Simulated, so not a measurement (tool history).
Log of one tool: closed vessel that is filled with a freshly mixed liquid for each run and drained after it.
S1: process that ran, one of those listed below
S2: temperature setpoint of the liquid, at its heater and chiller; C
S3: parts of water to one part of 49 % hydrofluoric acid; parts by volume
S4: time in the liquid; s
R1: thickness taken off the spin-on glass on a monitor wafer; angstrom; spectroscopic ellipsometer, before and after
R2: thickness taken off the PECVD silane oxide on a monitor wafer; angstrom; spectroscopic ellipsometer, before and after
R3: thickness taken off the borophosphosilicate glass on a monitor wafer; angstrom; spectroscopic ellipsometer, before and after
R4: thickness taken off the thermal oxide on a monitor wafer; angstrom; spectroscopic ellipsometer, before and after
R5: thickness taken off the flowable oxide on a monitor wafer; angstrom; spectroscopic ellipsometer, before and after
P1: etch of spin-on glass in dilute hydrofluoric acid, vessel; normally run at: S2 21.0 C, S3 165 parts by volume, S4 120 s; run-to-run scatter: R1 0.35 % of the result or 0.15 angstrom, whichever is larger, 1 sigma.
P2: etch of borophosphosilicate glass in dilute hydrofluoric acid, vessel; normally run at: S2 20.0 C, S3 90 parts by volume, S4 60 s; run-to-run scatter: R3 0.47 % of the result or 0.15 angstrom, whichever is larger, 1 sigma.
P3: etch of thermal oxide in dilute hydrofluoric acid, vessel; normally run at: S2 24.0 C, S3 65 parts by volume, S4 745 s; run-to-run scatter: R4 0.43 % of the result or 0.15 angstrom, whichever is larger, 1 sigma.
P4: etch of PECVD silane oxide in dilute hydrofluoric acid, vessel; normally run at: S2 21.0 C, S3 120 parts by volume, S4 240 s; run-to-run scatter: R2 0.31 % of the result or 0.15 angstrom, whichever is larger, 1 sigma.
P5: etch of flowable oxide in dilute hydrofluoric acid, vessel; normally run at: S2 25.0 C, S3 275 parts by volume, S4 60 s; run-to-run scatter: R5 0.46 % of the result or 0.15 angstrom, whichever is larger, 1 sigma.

run	day	S1	S2	S3	S4	R1	R2	R3	R4	R5
1	0.150	P1	21.0	165	120	252.600				
2	0.321	P1	21.0	165	120	252.530				
3	0.475	P1	21.0	165	120	253.030				
4	0.683	P1	21.0	165	120	253.100				
5	0.788	P4	21.0	120	240		295.73			
6	1.012	P2	20.0	90	60			277.11		
7	1.150	P1	26.0	165	120	305.540				
8	1.283	P3	29.5	65	745				737.18	
9	1.475	P1	21.0	165	210	443.420				
10	1.696	P4	21.0	120	110		135.13			
# day 1.817: thermometer replaced
11	1.925	P2	20.0	90	110			509.49		
12	2.067	P5	25.0	275	100					152.240
13	2.275	P5	25.0	275	60					92.341
14	2.471	P2	17.0	90	60			243.70		
15	2.583	P2	20.0	90	60			276.83		
16	2.717	P1	17.0	165	30	54.132				
17	2.838	P5	25.0	505	60					40.024
# day 2.879: hydrofluoric acid flow meter replaced
18	2.942	P1	21.0	240	170	228.900				
19	3.083	P4	25.5	120	240		350.72			
20	3.242	P1	21.0	85	120	534.580				
21	3.379	P4	21.0	20	240		1986.90			
22	3.596	P1	21.0	245	120	156.680				
23	3.788	P3	24.0	65	1305				1028.80	
24	3.996	P3	24.0	65	745				588.14	
25	4.142	P4	21.0	120	240		294.93			
26	4.308	P1	17.0	165	120	214.940				
27	4.417	P5	20.0	275	60					76.868
28	4.533	P3	24.0	110	745				329.70	
29	4.754	P2	20.0	145	60			164.06		
30	4.912	P3	24.0	65	745				593.09	
31	5.067	P5	25.0	275	60					91.789
32	5.217	P1	21.0	165	50	105.310				
33	5.350	P1	21.0	165	120	252.390				
34	5.562	P1	21.0	165	120	244.930				
35	5.717	P1	21.0	165	120	241.470				
36	5.854	P1	21.0	165	120	239.460				
37	6.050	P1	21.0	165	120	236.220				
38	6.258	P1	21.0	165	120	236.300				
39	6.462	P1	21.0	165	120	233.730				
40	6.608	P1	21.0	165	120	235.230				
41	6.771	P1	21.0	165	120	235.300				

What P1 gives has crept away from where it was. These 2 causes fit the log equally well, each at the size given:
A: liquid colder than its thermometer reads (K) = 1.84
B: hydrofluoric acid flow below the setpoint (%) = 5.96
The creep began at about day 5.350.

4 check runs are offered, each on 2 wafers whose results are averaged, their results left as question marks. Which one tells the causes apart?
check 1	6.933	P3	29.5	100	745				?	
check 2	6.933	P5	25.0	500	60					?
check 3	6.933	P4	21.0	120	150		?			
check 4	6.933	P2	20.0	115	60			?		

What each check would give under each cause:
check	result	if A	if B
check 1	R4	424.85	424.68
check 2	R5	38.673	37.508
check 3	R2	170.84	171.64
check 4	R3	195.99	197.19
How far apart the two closest causes lie, in the result that separates them most: check 1 0.04 %; check 2 3.06 %; check 3 0.47 %; check 4 0.61 %
Only check 2 tells the causes apart: in the others they would give nearly the same result.

Then check 2 was run and gave: R5 37.525 angstrom. Which cause is it?

It is B: hydrofluoric acid flow below the setpoint (%).
